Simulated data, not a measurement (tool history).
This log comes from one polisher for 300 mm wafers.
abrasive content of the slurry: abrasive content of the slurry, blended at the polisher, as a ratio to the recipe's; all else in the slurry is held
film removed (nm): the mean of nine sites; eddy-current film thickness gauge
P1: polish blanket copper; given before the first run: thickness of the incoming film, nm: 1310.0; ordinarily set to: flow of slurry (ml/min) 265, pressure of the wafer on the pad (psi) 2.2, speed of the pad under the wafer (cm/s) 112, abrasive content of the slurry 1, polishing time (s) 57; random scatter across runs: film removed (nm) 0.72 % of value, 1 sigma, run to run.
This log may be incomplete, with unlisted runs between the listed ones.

run	hour	flow of slurry (ml/min)	pressure of the wafer on the pad (psi)	speed of the pad under the wafer (cm/s)	abrasive content of the slurry	polishing time (s)	film removed (nm)
1	4.5	265	2.2	112	1	57	122.56
2	11.6	265	2.2	112	1	87	187.28
3	15.9	160	2.2	112	1	57	115.68
4	20.8	265	2.2	152	1	57	165.85
5	24.9	355	2.2	112	1	57	127.96
6	29.3	265	2.2	112	1	57	122.83
7	36.1	265	2.2	112	1	57	122.69
8	40	265	2.2	112	1	57	123.14
9	47	265	3.3	112	1	57	185.22
10	53.2	265	2.2	112	1	57	122.89
11	59.1	265	2.2	112	0.5	57	106.22
12	64.1	265	2.2	50	1	57	55.424
13	69.2	265	2.2	112	1	26	56.816
14	74.8	265	2.2	112	1	57	124.5
15	80.2	265	1.3	112	1	57	72.854
# hour 82: slurry blender recalibrated
16	84.3	265	2.2	112	1.45	57	134.02
17	88.1	265	3.1	76	1	57	118.82
18	94.9	265	2.2	112	1	57	124.15
19	98.1	265	2.2	112	1	57	121.75
20	104.6	265	2.2	112	1	57	119.3
21	109	265	2.2	112	1	57	118.24
22	113.7	265	2.2	112	1	57	118.89
23	119.4	265	2.2	112	1	57	117.6
# hour 121.5: head pressure recalibrated
# hour 122.3: worn pad replaced by a new one
24	124.1	265	2.2	112	1	57	117.1
25	131.5	265	2.2	112	1	57	116.14

What P1 gives has crept off from where it sat before. The 2 causes that follow fit the log equally well, each at the size noted:
A: abrasive missing from the slurry, % = 22.7
B: slurry flow missing at the pad, % = 35.1
Creep in the process output first set in at about hour 94.9.
Excluded causes, each with its reason:
removal rate lost through wear of the pad, %: serviced after onset, at hour 122.3, with no recovery of the prior output
head's pressure below its setpoint, %: serviced after onset, at hour 121.5, with no recovery of the prior output

The list below offers 4 check runs, each averaging the results of 3 wafers, and shows each result as a question mark. For which of them would the listed causes give clearly different results?
check 1	138.9	265	1.7	54	1	57	?
check 2	138.9	160	2.2	112	1.15	57	?
check 3	138.9	265	2.2	112	0.6	57	?
check 4	138.9	265	2.2	64	1	77	?

Expected result of each check under each candidate cause:
check	result	if A	if B
check 1	film removed (nm)	43.578	43.573
check 2	film removed (nm)	112.76	109.25
check 3	film removed (nm)	105.56	105.18
check 4	film removed (nm)	90.29	90.28
Per-check spread between the two closest causes, in the result where they differ most: check 1 0.01 %; check 2 3.16 %; check 3 0.36 %; check 4 0.01 %
Check 2 is the one run that separates the causes; every other check would come out nearly the same whichever cause is at work.

Check 2 was then run and gave: film removed (nm) 109.07. Which cause is it?

It is B: slurry flow missing at the pad, %.

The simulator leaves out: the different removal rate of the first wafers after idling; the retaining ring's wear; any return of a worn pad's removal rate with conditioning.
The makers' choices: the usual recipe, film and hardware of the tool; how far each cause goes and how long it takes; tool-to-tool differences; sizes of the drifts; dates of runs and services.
